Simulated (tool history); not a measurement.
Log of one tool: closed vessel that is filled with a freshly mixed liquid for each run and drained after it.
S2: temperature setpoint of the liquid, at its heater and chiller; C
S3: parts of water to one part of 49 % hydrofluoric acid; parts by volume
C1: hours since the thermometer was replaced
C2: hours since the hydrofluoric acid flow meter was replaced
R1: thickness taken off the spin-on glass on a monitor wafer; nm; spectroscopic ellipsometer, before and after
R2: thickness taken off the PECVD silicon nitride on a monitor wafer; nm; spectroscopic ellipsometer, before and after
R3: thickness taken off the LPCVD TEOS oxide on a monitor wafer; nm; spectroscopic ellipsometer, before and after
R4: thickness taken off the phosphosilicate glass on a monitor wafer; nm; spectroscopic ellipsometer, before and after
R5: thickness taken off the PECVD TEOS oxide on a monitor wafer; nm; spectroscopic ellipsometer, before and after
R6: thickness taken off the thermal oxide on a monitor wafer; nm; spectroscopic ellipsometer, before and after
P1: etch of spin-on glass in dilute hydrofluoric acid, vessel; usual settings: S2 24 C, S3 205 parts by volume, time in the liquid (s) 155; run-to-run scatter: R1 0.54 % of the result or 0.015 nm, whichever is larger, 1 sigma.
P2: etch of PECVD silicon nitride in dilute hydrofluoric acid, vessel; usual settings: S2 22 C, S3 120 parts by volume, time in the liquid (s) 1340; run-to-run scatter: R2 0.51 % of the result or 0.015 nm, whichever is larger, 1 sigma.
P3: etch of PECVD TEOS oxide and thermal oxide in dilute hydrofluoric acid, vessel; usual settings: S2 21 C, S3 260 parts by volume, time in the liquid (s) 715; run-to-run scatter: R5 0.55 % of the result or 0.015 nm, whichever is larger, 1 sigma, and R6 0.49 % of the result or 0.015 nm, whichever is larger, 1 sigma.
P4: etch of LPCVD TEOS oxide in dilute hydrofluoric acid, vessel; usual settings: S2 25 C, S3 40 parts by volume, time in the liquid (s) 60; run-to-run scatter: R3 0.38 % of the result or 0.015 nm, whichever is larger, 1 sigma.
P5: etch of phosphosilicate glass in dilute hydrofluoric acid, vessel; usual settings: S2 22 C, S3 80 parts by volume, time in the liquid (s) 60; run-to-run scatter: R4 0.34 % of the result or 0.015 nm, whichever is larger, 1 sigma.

run 1 day=0.158 | process_that_ran=P1 S2=24 S3=205 time_in_the_liquid_(s)=155 | C1=1002.6 C2=988.5 | R1=19.407
run 2 day=0.308 | process_that_ran=P2 S2=22 S3=120 time_in_the_liquid_(s)=2485 | C1=1006.2 C2=992.1 | R2=29.958
run 3 day=0.438 | process_that_ran=P4 S2=25 S3=40 time_in_the_liquid_(s)=30 | C1=1009.3 C2=995.2 | R3=23.062
run 4 day=0.662 | process_that_ran=P1 S2=24 S3=205 time_in_the_liquid_(s)=30 | C1=1014.7 C2=1000.6 | R1=3.7312
run 5 day=0.767 | process_that_ran=P1 S2=24 S3=330 time_in_the_liquid_(s)=155 | C1=1017.2 C2=1003.1 | R1=10.638
run 6 day=0.996 | process_that_ran=P5 S2=22 S3=80 time_in_the_liquid_(s)=60 | C1=1022.7 C2=1008.6 | R4=97.4
run 7 day=1.175 | process_that_ran=P1 S2=24 S3=205 time_in_the_liquid_(s)=155 | C1=1027 C2=1012.9 | R1=19.471
run 8 day=1.329 | process_that_ran=P3 S2=21 S3=45 time_in_the_liquid_(s)=715 | C1=1030.7 C2=1016.6 | R5=429.91 R6=67.915
run 9 day=1.512 | process_that_ran=P1 S2=24 S3=205 time_in_the_liquid_(s)=155 | C1=1035.1 C2=1021 | R1=19.282
run 10 day=1.717 | process_that_ran=P1 S2=24 S3=205 time_in_the_liquid_(s)=295 | C1=1040 C2=1025.9 | R1=36.524
run 11 day=1.883 | process_that_ran=P1 S2=19 S3=205 time_in_the_liquid_(s)=265 | C1=1044 C2=1029.9 | R1=27.201
run 12 day=2.029 | process_that_ran=P1 S2=30.5 S3=205 time_in_the_liquid_(s)=155 | C1=1047.5 C2=1033.4 | R1=24.569
run 13 day=2.267 | process_that_ran=P1 S2=24 S3=205 time_in_the_liquid_(s)=155 | C1=1053.2 C2=1039.1 | R1=19.328
run 14 day=2.454 | process_that_ran=P1 S2=18.5 S3=205 time_in_the_liquid_(s)=155 | C1=1057.7 C2=1043.6 | R1=15.77
run 15 day=2.642 | process_that_ran=P4 S2=25 S3=40 time_in_the_liquid_(s)=60 | C1=1062.2 C2=1048.1 | R3=46.388
run 16 day=2.75 | process_that_ran=P4 S2=25 S3=75 time_in_the_liquid_(s)=60 | C1=1064.8 C2=1050.7 | R3=23.539
run 17 day=2.908 | process_that_ran=P3 S2=21 S3=260 time_in_the_liquid_(s)=715 | C1=1068.6 C2=1054.5 | R5=59.061 R6=9.2911
run 18 day=3.046 | process_that_ran=P5 S2=29.5 S3=80 time_in_the_liquid_(s)=60 | C1=1071.9 C2=1057.8 | R4=130.52
run 19 day=3.196 | process_that_ran=P3 S2=21 S3=260 time_in_the_liquid_(s)=365 | C1=1075.5 C2=1061.4 | R5=30.022 R6=4.7538
run 20 day=3.367 | process_that_ran=P1 S2=24 S3=205 time_in_the_liquid_(s)=155 | C1=1079.6 C2=1065.5 | R1=19.544
run 21 day=3.575 | process_that_ran=P5 S2=22 S3=80 time_in_the_liquid_(s)=60 | C1=1084.6 C2=1070.5 | R4=97.414
run 22 day=3.783 | process_that_ran=P2 S2=22 S3=175 time_in_the_liquid_(s)=1340 | C1=1089.6 C2=1075.5 | R2=11.135
run 23 day=3.938 | process_that_ran=P5 S2=22 S3=80 time_in_the_liquid_(s)=30 | C1=1093.3 C2=1079.2 | R4=48.627
-- day=3.983 thermometer replaced
run 24 day=4.117 | process_that_ran=P1 S2=24 S3=70 time_in_the_liquid_(s)=45 | C1=3.2 C2=1083.5 | R1=19.197
run 25 day=4.3 | process_that_ran=P1 S2=24 S3=205 time_in_the_liquid_(s)=155 | C1=7.6 C2=1087.9 | R1=19.268
run 26 day=4.408 | process_that_ran=P5 S2=22 S3=30 time_in_the_liquid_(s)=60 | C1=10.2 C2=1090.5 | R4=276.71
run 27 day=4.633 | process_that_ran=P1 S2=24 S3=60 time_in_the_liquid_(s)=155 | C1=15.6 C2=1095.9 | R1=78.064
run 28 day=4.783 | process_that_ran=P4 S2=29.5 S3=40 time_in_the_liquid_(s)=60 | C1=19.2 C2=1099.5 | R3=55.363
run 29 day=4.904 | process_that_ran=P2 S2=17 S3=120 time_in_the_liquid_(s)=1340 | C1=22.1 C2=1102.4 | R2=11.528
run 30 day=5.042 | process_that_ran=P3 S2=25 S3=260 time_in_the_liquid_(s)=715 | C1=25.4 C2=1105.7 | R5=68.059 R6=10.759
run 31 day=5.146 | process_that_ran=P2 S2=22 S3=120 time_in_the_liquid_(s)=1340 | C1=27.9 C2=1108.2 | R2=16.067
run 32 day=5.296 | process_that_ran=P1 S2=17 S3=205 time_in_the_liquid_(s)=75 | C1=31.5 C2=1111.8 | R1=7.2021
run 33 day=5.525 | process_that_ran=P1 S2=24 S3=205 time_in_the_liquid_(s)=155 | C1=37 C2=1117.3 | R1=19.29
run 34 day=5.654 | process_that_ran=P1 S2=24 S3=205 time_in_the_liquid_(s)=155 | C1=40.1 C2=1120.4 | R1=19.849

The next listed run, before its measurement:
run 35 day=5.825 | process_that_ran=P1 S2=24 S3=205 time_in_the_liquid_(s)=155 | C1=44.2 C2=1124.5 | R1=?

Run 35 gave R1 20.181 nm.
